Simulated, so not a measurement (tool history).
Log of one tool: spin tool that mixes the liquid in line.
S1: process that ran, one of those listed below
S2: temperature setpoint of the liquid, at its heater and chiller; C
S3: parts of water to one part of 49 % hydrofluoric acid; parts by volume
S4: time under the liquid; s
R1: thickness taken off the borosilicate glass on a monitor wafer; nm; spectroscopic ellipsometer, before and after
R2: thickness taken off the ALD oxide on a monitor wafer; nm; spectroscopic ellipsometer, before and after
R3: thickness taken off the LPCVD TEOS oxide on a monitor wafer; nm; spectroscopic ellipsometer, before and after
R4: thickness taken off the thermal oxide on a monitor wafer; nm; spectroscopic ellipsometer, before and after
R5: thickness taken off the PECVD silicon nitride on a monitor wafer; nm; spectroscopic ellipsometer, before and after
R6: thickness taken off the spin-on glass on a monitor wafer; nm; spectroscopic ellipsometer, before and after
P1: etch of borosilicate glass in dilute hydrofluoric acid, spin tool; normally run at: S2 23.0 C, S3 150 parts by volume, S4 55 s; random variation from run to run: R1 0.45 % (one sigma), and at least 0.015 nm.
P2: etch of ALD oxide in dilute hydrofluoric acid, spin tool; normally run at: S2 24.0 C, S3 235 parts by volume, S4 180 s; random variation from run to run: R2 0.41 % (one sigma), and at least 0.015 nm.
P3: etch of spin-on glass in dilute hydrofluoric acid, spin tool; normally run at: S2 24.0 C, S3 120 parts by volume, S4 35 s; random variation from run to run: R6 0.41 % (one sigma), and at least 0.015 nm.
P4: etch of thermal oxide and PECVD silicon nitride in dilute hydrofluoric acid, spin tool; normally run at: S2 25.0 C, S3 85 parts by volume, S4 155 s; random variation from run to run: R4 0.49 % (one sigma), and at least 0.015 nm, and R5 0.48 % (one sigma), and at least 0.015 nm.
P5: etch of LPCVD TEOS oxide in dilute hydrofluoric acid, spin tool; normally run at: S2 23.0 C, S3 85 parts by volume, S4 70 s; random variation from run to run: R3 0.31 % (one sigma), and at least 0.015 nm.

{"run": 1, "hour": 11.8, "S1": "P1", "S2": 23.0, "S3": 150, "S4": 55, "R1": 8.7586}
{"run": 2, "hour": 26.1, "S1": "P1", "S2": 23.0, "S3": 150, "S4": 55, "R1": 8.8006}
{"run": 3, "hour": 38.2, "S1": "P2", "S2": 24.0, "S3": 420, "S4": 180, "R2": 10.053}
{"run": 4, "hour": 45.0, "S1": "P5", "S2": 23.0, "S3": 85, "S4": 70, "R3": 29.588}
{"run": 5, "hour": 58.0, "S1": "P2", "S2": 24.0, "S3": 235, "S4": 180, "R2": 21.628}
{"run": 6, "hour": 71.4, "S1": "P5", "S2": 23.0, "S3": 45, "S4": 70, "R3": 58.764}
{"run": 7, "hour": 78.6, "S1": "P4", "S2": 25.0, "S3": 85, "S4": 155, "R4": 9.7875, "R5": 8.9743}
{"run": 8, "hour": 91.3, "S1": "P4", "S2": 25.0, "S3": 85, "S4": 270, "R4": 16.796, "R5": 15.552}
{"run": 9, "hour": 98.8, "S1": "P3", "S2": 24.0, "S3": 200, "S4": 35, "R6": 4.6828}
{"hour": 103.6, "done": "thermometer replaced"}
{"run": 10, "hour": 108.5, "S1": "P5", "S2": 17.0, "S3": 85, "S4": 70, "R3": 23.022}
{"run": 11, "hour": 123.1, "S1": "P1", "S2": 23.0, "S3": 150, "S4": 55, "R1": 8.7929}
{"run": 12, "hour": 135.4, "S1": "P4", "S2": 25.0, "S3": 145, "S4": 155, "R4": 5.3365, "R5": 5.2668}
{"run": 13, "hour": 148.9, "S1": "P1", "S2": 23.0, "S3": 85, "S4": 55, "R1": 16.784}
{"run": 14, "hour": 161.6, "S1": "P1", "S2": 30.5, "S3": 150, "S4": 55, "R1": 11.648}
{"run": 15, "hour": 175.2, "S1": "P1", "S2": 23.0, "S3": 150, "S4": 55, "R1": 8.7996}
{"run": 16, "hour": 185.4, "S1": "P3", "S2": 30.5, "S3": 120, "S4": 35, "R6": 10.962}
{"run": 17, "hour": 194.7, "S1": "P3", "S2": 24.0, "S3": 120, "S4": 35, "R6": 8.5962}
{"run": 18, "hour": 202.8, "S1": "P2", "S2": 24.0, "S3": 235, "S4": 65, "R2": 7.7978}
{"run": 19, "hour": 210.6, "S1": "P1", "S2": 23.0, "S3": 150, "S4": 55, "R1": 8.831}
{"run": 20, "hour": 224.6, "S1": "P5", "S2": 23.0, "S3": 85, "S4": 35, "R3": 14.725}
{"run": 21, "hour": 235.3, "S1": "P1", "S2": 26.5, "S3": 230, "S4": 55, "R1": 5.9873}
{"run": 22, "hour": 244.5, "S1": "P1", "S2": 19.5, "S3": 150, "S4": 55, "R1": 7.6993}
{"run": 23, "hour": 253.4, "S1": "P3", "S2": 24.0, "S3": 120, "S4": 65, "R6": 15.914}
{"run": 24, "hour": 264.8, "S1": "P2", "S2": 28.0, "S3": 235, "S4": 180, "R2": 24.983}
{"run": 25, "hour": 275.2, "S1": "P1", "S2": 23.0, "S3": 150, "S4": 80, "R1": 12.94}
{"run": 26, "hour": 285.4, "S1": "P1", "S2": 23.0, "S3": 60, "S4": 20, "R1": 8.934}
{"run": 27, "hour": 297.3, "S1": "P1", "S2": 23.0, "S3": 150, "S4": 30, "R1": 4.8371}
{"run": 28, "hour": 304.4, "S1": "P2", "S2": 24.0, "S3": 235, "S4": 180, "R2": 21.607}
{"run": 29, "hour": 312.3, "S1": "P3", "S2": 24.0, "S3": 120, "S4": 35, "R6": 8.5587}
{"run": 30, "hour": 327.0, "S1": "P5", "S2": 23.0, "S3": 85, "S4": 70, "R3": 29.821}
{"run": 31, "hour": 334.9, "S1": "P4", "S2": 21.0, "S3": 85, "S4": 155, "R4": 8.2413, "R5": 6.8048}
{"run": 32, "hour": 347.1, "S1": "P1", "S2": 23.0, "S3": 250, "S4": 55, "R1": 4.7835}
{"run": 33, "hour": 360.2, "S1": "P1", "S2": 23.0, "S3": 150, "S4": 55, "R1": 8.8211}
{"run": 34, "hour": 367.5, "S1": "P1", "S2": 23.0, "S3": 150, "S4": 55, "R1": 8.8854}
{"run": 35, "hour": 377.8, "S1": "P1", "S2": 23.0, "S3": 150, "S4": 55, "R1": 8.687}
{"run": 36, "hour": 389.2, "S1": "P1", "S2": 23.0, "S3": 150, "S4": 55, "R1": 8.558}
{"run": 37, "hour": 401.9, "S1": "P1", "S2": 23.0, "S3": 150, "S4": 55, "R1": 8.4886}
{"run": 38, "hour": 416.1, "S1": "P1", "S2": 23.0, "S3": 150, "S4": 55, "R1": 8.4147}
{"run": 39, "hour": 429.7, "S1": "P1", "S2": 23.0, "S3": 150, "S4": 55, "R1": 8.2761}
{"run": 40, "hour": 442.1, "S1": "P1", "S2": 23.0, "S3": 150, "S4": 55, "R1": 8.3599}
{"run": 41, "hour": 454.5, "S1": "P1", "S2": 23.0, "S3": 150, "S4": 55, "R1": 8.3837}
{"run": 42, "hour": 468.0, "S1": "P1", "S2": 23.0, "S3": 150, "S4": 55, "R1": 8.2905}
{"run": 43, "hour": 475.0, "S1": "P1", "S2": 23.0, "S3": 150, "S4": 55, "R1": 8.3366}
{"run": 44, "hour": 489.6, "S1": "P1", "S2": 23.0, "S3": 150, "S4": 55, "R1": 8.3048}

What P1 gives has crept away from where it was. These 2 causes fit the log equally well, each at the size given:
A: liquid colder than its thermometer reads (K) = 1.64
B: hydrofluoric acid flow below the setpoint (%) = 5.31
The creep began at about hour 367.5.

4 check runs are offered, one wafer each, their results left as question marks. Which one tells the causes apart?
{"run": "check 1", "hour": 504.2, "S1": "P5", "S2": 23.0, "S3": 85, "S4": 70, "R3": "?"}
{"run": "check 2", "hour": 504.2, "S1": "P2", "S2": 24.0, "S3": 235, "S4": 180, "R2": "?"}
{"run": "check 3", "hour": 504.2, "S1": "P4", "S2": 25.0, "S3": 85, "S4": 155, "R4": "?", "R5": "?"}
{"run": "check 4", "hour": 504.2, "S1": "P3", "S2": 24.0, "S3": 120, "S4": 35, "R6": "?"}

What each check would give under each cause:
check=check_1 result=R3 if_A=27.650 if_B=27.825
check=check_2 result=R2 if_A=20.3320 if_B=20.1640
check=check_3 result=R4 if_A=9.0928 if_B=9.1373
check=check_3 result=R5 if_A=8.0125 if_B=8.4628
check=check_4 result=R6 if_A=7.9985 if_B=8.0144
How far apart the two closest causes lie, in the result that separates them most: check 1 0.63 %; check 2 0.83 %; check 3 5.47 %; check 4 0.2 %
Check 3 tells the causes apart: in the others they would give nearly the same result.

Then check 3 was run and gave: R4 9.1121 nm; R5 8.4720 nm. Which cause is it?

It is B: hydrofluoric acid flow below the setpoint (%).
